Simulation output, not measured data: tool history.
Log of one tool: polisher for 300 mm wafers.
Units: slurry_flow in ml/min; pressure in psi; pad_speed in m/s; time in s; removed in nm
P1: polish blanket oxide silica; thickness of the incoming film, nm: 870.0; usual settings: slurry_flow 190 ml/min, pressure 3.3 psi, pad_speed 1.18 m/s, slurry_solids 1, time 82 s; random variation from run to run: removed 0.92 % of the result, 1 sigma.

{"run": 1, "hour": 3.7, "slurry_flow": 190, "pressure": 3.3, "pad_speed": 1.18, "slurry_solids": 1, "time": 82, "removed": 245.2}
{"run": 2, "hour": 7.0, "slurry_flow": 115, "pressure": 3.3, "pad_speed": 1.18, "slurry_solids": 1, "time": 82, "removed": 221.53}
{"run": 3, "hour": 11.4, "slurry_flow": 190, "pressure": 3.3, "pad_speed": 1.8, "slurry_solids": 1, "time": 82, "removed": 344.95}
{"run": 4, "hour": 14.5, "slurry_flow": 190, "pressure": 3.3, "pad_speed": 1.18, "slurry_solids": 1, "time": 82, "removed": 244.75}
{"run": 5, "hour": 17.6, "slurry_flow": 190, "pressure": 3.3, "pad_speed": 1.18, "slurry_solids": 1.45, "time": 82, "removed": 279.92}
{"hour": 18.3, "done": "head pressure recalibrated"}
{"run": 6, "hour": 20.4, "slurry_flow": 190, "pressure": 3.3, "pad_speed": 1.18, "slurry_solids": 1, "time": 38, "removed": 112.63}
{"run": 7, "hour": 24.7, "slurry_flow": 190, "pressure": 3.3, "pad_speed": 0.54, "slurry_solids": 1, "time": 82, "removed": 130.04}
{"run": 8, "hour": 26.9, "slurry_flow": 190, "pressure": 3.3, "pad_speed": 1.18, "slurry_solids": 1, "time": 82, "removed": 244.46}
{"run": 9, "hour": 29.0, "slurry_flow": 190, "pressure": 4.3, "pad_speed": 1.18, "slurry_solids": 1, "time": 82, "removed": 320.41}
{"run": 10, "hour": 33.4, "slurry_flow": 125, "pressure": 3.3, "pad_speed": 1.18, "slurry_solids": 1.4, "time": 82, "removed": 263.28}
{"run": 11, "hour": 35.8, "slurry_flow": 190, "pressure": 3.3, "pad_speed": 0.6, "slurry_solids": 1, "time": 55, "removed": 94.93}
{"run": 12, "hour": 39.3, "slurry_flow": 190, "pressure": 3.3, "pad_speed": 1.18, "slurry_solids": 1, "time": 82, "removed": 246.23}
{"run": 13, "hour": 42.0, "slurry_flow": 190, "pressure": 1.5, "pad_speed": 1.18, "slurry_solids": 1, "time": 82, "removed": 110.43}
{"run": 14, "hour": 44.7, "slurry_flow": 190, "pressure": 3.3, "pad_speed": 1.18, "slurry_solids": 0.5, "time": 82, "removed": 167.96}
{"run": 15, "hour": 48.0, "slurry_flow": 295, "pressure": 3.3, "pad_speed": 1.18, "slurry_solids": 1, "time": 82, "removed": 257.74}
{"run": 16, "hour": 51.1, "slurry_flow": 190, "pressure": 3.3, "pad_speed": 1.18, "slurry_solids": 1, "time": 116, "removed": 343.21}
{"run": 17, "hour": 53.8, "slurry_flow": 190, "pressure": 3.3, "pad_speed": 1.18, "slurry_solids": 1, "time": 82, "removed": 242.73}
{"run": 18, "hour": 58.0, "slurry_flow": 190, "pressure": 3.3, "pad_speed": 1.18, "slurry_solids": 0.75, "time": 123, "removed": 318.68}
{"run": 19, "hour": 61.2, "slurry_flow": 190, "pressure": 3.3, "pad_speed": 1.18, "slurry_solids": 1, "time": 82, "removed": 243.05}
{"run": 20, "hour": 63.7, "slurry_flow": 190, "pressure": 3.3, "pad_speed": 1.18, "slurry_solids": 1, "time": 82, "removed": 237.87}
{"run": 21, "hour": 66.0, "slurry_flow": 190, "pressure": 3.3, "pad_speed": 1.18, "slurry_solids": 1, "time": 82, "removed": 231.07}
{"run": 22, "hour": 69.9, "slurry_flow": 190, "pressure": 3.3, "pad_speed": 1.18, "slurry_solids": 1, "time": 82, "removed": 229.89}
{"run": 23, "hour": 73.5, "slurry_flow": 190, "pressure": 3.3, "pad_speed": 1.18, "slurry_solids": 1, "time": 82, "removed": 220.94}
{"hour": 73.9, "done": "conditioning disc replaced and pad reconditioned"}
{"hour": 76.0, "done": "slurry nozzle cleaned"}
{"run": 24, "hour": 77.3, "slurry_flow": 190, "pressure": 3.3, "pad_speed": 1.18, "slurry_solids": 1, "time": 82, "removed": 221.17}
{"run": 25, "hour": 80.7, "slurry_flow": 190, "pressure": 3.3, "pad_speed": 1.18, "slurry_solids": 1, "time": 82, "removed": 221.5}
{"hour": 84.6, "done": "worn pad replaced by a new one"}
{"run": 26, "hour": 85.2, "slurry_flow": 190, "pressure": 3.3, "pad_speed": 1.18, "slurry_solids": 1, "time": 82, "removed": 220.14}
{"run": 27, "hour": 87.9, "slurry_flow": 190, "pressure": 3.3, "pad_speed": 1.18, "slurry_solids": 1, "time": 82, "removed": 219.63}
{"run": 28, "hour": 91.8, "slurry_flow": 190, "pressure": 3.3, "pad_speed": 1.18, "slurry_solids": 1, "time": 82, "removed": 219.07}
{"run": 29, "hour": 96.0, "slurry_flow": 190, "pressure": 3.3, "pad_speed": 1.18, "slurry_solids": 1, "time": 82, "removed": 217.71}

What P1 gives has crept away from where it was. These 2 causes fit the log equally well, each at the size given:
A: abrasive missing from the slurry, % = 18.8
B: head's pressure below its setpoint, % = 9.54
The creep began at about hour 61.2.
Why every other cause is out:
removal rate lost through wear of the pad, %: serviced at hour 84.6, which brought nothing back
slurry flow missing at the pad, %: serviced at hour 76, which brought nothing back
time polished since the conditioner stopped cutting, s: serviced at hour 73.9, which brought nothing back

4 check runs are offered, each on 5 wafers whose results are averaged, their results left as question marks. Which one tells the causes apart?
{"run": "check 1", "hour": 100.2, "slurry_flow": 190, "pressure": 1.7, "pad_speed": 1.18, "slurry_solids": 1, "time": 43, "removed": "?"}
{"run": "check 2", "hour": 100.2, "slurry_flow": 120, "pressure": 1.8, "pad_speed": 1.18, "slurry_solids": 1, "time": 82, "removed": "?"}
{"run": "check 3", "hour": 100.2, "slurry_flow": 190, "pressure": 4, "pad_speed": 1.18, "slurry_solids": 0.55, "time": 82, "removed": "?"}
{"run": "check 4", "hour": 100.2, "slurry_flow": 190, "pressure": 1.7, "pad_speed": 0.54, "slurry_solids": 1, "time": 82, "removed": "?"}

What each check would give under each cause:
check=check_1 result=removed if_A=59.444 if_B=59.432
check=check_2 result=removed if_A=110.94 if_B=110.92
check=check_3 result=removed if_A=188.58 if_B=194.38
check=check_4 result=removed if_A=60.655 if_B=60.642
How far apart the two closest causes lie, in the result that separates them most: check 1 0.02 %; check 2 0.02 %; check 3 3.03 %; check 4 0.02 %
Only check 3 tells the causes apart: in the others they would give nearly the same result.

Then check 3 was run and gave: removed 194.33 nm. Which cause is it?

It is B: head's pressure below its setpoint, %.
